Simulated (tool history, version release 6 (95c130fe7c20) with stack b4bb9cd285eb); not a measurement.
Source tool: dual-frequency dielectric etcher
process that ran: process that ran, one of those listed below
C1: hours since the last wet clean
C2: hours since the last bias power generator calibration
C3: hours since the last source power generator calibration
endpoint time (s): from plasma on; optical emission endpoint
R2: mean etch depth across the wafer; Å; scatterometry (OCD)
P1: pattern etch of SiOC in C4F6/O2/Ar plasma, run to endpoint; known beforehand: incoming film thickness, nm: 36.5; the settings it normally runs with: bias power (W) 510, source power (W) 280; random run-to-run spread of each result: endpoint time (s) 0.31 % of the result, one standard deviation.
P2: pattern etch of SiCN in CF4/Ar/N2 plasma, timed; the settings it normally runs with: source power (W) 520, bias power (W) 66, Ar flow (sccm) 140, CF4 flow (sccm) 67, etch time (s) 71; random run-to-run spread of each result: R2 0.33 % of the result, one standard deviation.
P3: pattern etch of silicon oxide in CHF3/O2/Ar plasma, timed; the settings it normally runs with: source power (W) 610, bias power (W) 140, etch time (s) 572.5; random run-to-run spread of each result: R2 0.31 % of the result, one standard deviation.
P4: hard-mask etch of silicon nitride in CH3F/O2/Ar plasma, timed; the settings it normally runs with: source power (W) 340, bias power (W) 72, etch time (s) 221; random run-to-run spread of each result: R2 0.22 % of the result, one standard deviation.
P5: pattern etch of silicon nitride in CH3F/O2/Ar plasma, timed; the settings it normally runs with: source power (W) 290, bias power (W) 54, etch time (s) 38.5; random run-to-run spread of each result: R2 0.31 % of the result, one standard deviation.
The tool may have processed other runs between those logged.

{"run": 1, "hour": 7.1, "process that ran": "P1", "bias power (W)": 510, "source power (W)": 280, "C1": 178.6, "C2": 716.7, "C3": 453.1, "endpoint time (s)": 13.954}
{"run": 2, "hour": 13.1, "process that ran": "P5", "bias power (W)": 54, "source power (W)": 290, "etch time (s)": 38.5, "C1": 184.6, "C2": 722.7, "C3": 459.1, "R2": 223.88}
{"run": 3, "hour": 21.7, "process that ran": "P3", "bias power (W)": 140, "source power (W)": 610, "etch time (s)": 787, "C1": 193.2, "C2": 731.3, "C3": 467.7, "R2": 14463}
{"run": 4, "hour": 28.5, "process that ran": "P5", "bias power (W)": 54, "source power (W)": 290, "etch time (s)": 28.5, "C1": 200, "C2": 738.1, "C3": 474.5, "R2": 166.51}
{"run": 5, "hour": 36.8, "process that ran": "P2", "bias power (W)": 66, "source power (W)": 360, "etch time (s)": 71, "Ar flow (sccm)": 140, "CF4 flow (sccm)": 67, "C1": 208.3, "C2": 746.4, "C3": 482.8, "R2": 462.15}
{"run": 6, "hour": 43.9, "process that ran": "P3", "bias power (W)": 115, "source power (W)": 610, "etch time (s)": 572.5, "C1": 215.4, "C2": 753.5, "C3": 489.9, "R2": 9918.6}
{"run": 7, "hour": 50.9, "process that ran": "P1", "bias power (W)": 680, "source power (W)": 380, "C1": 222.4, "C2": 760.5, "C3": 496.9, "endpoint time (s)": 11.214}
{"run": 8, "hour": 54.9, "process that ran": "P5", "bias power (W)": 34, "source power (W)": 290, "etch time (s)": 38.5, "C1": 226.4, "C2": 764.5, "C3": 500.9, "R2": 193.96}
{"run": 9, "hour": 60.2, "process that ran": "P2", "bias power (W)": 50, "source power (W)": 520, "etch time (s)": 71, "Ar flow (sccm)": 140, "CF4 flow (sccm)": 67, "C1": 231.7, "C2": 769.8, "C3": 506.2, "R2": 572.16}
{"run": 10, "hour": 66.3, "process that ran": "P4", "bias power (W)": 72, "source power (W)": 250, "etch time (s)": 221, "C1": 237.8, "C2": 775.9, "C3": 512.3, "R2": 1287.1}
{"hour": 68.1, "done": "wet clean of the chamber"}
{"run": 11, "hour": 72.2, "process that ran": "P3", "bias power (W)": 140, "source power (W)": 610, "etch time (s)": 572.5, "C1": 4.2, "C2": 781.8, "C3": 518.2, "R2": 10566}
{"run": 12, "hour": 76.3, "process that ran": "P1", "bias power (W)": 510, "source power (W)": 210, "C1": 8.3, "C2": 785.9, "C3": 522.3, "endpoint time (s)": 15.586}
{"run": 13, "hour": 81.4, "process that ran": "P1", "bias power (W)": 510, "source power (W)": 280, "C1": 13.4, "C2": 791, "C3": 527.4, "endpoint time (s)": 14.044}
{"run": 14, "hour": 88.2, "process that ran": "P1", "bias power (W)": 510, "source power (W)": 280, "C1": 20.2, "C2": 797.8, "C3": 534.2, "endpoint time (s)": 14.004}
{"run": 15, "hour": 94.8, "process that ran": "P1", "bias power (W)": 395, "source power (W)": 380, "C1": 26.8, "C2": 804.4, "C3": 540.8, "endpoint time (s)": 13.793}
{"run": 16, "hour": 101.3, "process that ran": "P1", "bias power (W)": 510, "source power (W)": 350, "C1": 33.3, "C2": 810.9, "C3": 547.3, "endpoint time (s)": 12.911}
{"run": 17, "hour": 105.5, "process that ran": "P4", "bias power (W)": 72, "source power (W)": 340, "etch time (s)": 142, "C1": 37.5, "C2": 815.1, "C3": 551.5, "R2": 926.34}
{"run": 18, "hour": 111.5, "process that ran": "P1", "bias power (W)": 510, "source power (W)": 280, "C1": 43.5, "C2": 821.1, "C3": 557.5, "endpoint time (s)": 14.012}
{"run": 19, "hour": 120.3, "process that ran": "P2", "bias power (W)": 66, "source power (W)": 520, "etch time (s)": 71, "Ar flow (sccm)": 140, "CF4 flow (sccm)": 53, "C1": 52.3, "C2": 829.9, "C3": 566.3, "R2": 608.82}
{"run": 20, "hour": 125.6, "process that ran": "P5", "bias power (W)": 54, "source power (W)": 230, "etch time (s)": 38.5, "C1": 57.6, "C2": 835.2, "C3": 571.6, "R2": 205.16}
{"run": 21, "hour": 133.2, "process that ran": "P1", "bias power (W)": 631, "source power (W)": 280, "C1": 65.2, "C2": 842.8, "C3": 579.2, "endpoint time (s)": 12.863}
{"run": 22, "hour": 139.1, "process that ran": "P3", "bias power (W)": 140, "source power (W)": 360, "etch time (s)": 572.5, "C1": 71.1, "C2": 848.7, "C3": 585.1, "R2": 8626.8}
{"run": 23, "hour": 146.4, "process that ran": "P3", "bias power (W)": 140, "source power (W)": 610, "etch time (s)": 572.5, "C1": 78.4, "C2": 856, "C3": 592.4, "R2": 10544}
{"run": 24, "hour": 154.1, "process that ran": "P4", "bias power (W)": 87, "source power (W)": 340, "etch time (s)": 221, "C1": 86.1, "C2": 863.7, "C3": 600.1, "R2": 1547}
{"run": 25, "hour": 161.7, "process that ran": "P1", "bias power (W)": 410, "source power (W)": 280, "C1": 93.7, "C2": 871.3, "C3": 607.7, "endpoint time (s)": 15.255}

What does the tool deliver on the next run?
{"run": 26, "hour": 170.1, "process that ran": "P4", "bias power (W)": 72, "source power (W)": 340, "etch time (s)": 221, "C1": 102.1, "C2": 879.7, "C3": 616.1, "R2": "?"}

Run 26 came out at R2 1445.1 Å.

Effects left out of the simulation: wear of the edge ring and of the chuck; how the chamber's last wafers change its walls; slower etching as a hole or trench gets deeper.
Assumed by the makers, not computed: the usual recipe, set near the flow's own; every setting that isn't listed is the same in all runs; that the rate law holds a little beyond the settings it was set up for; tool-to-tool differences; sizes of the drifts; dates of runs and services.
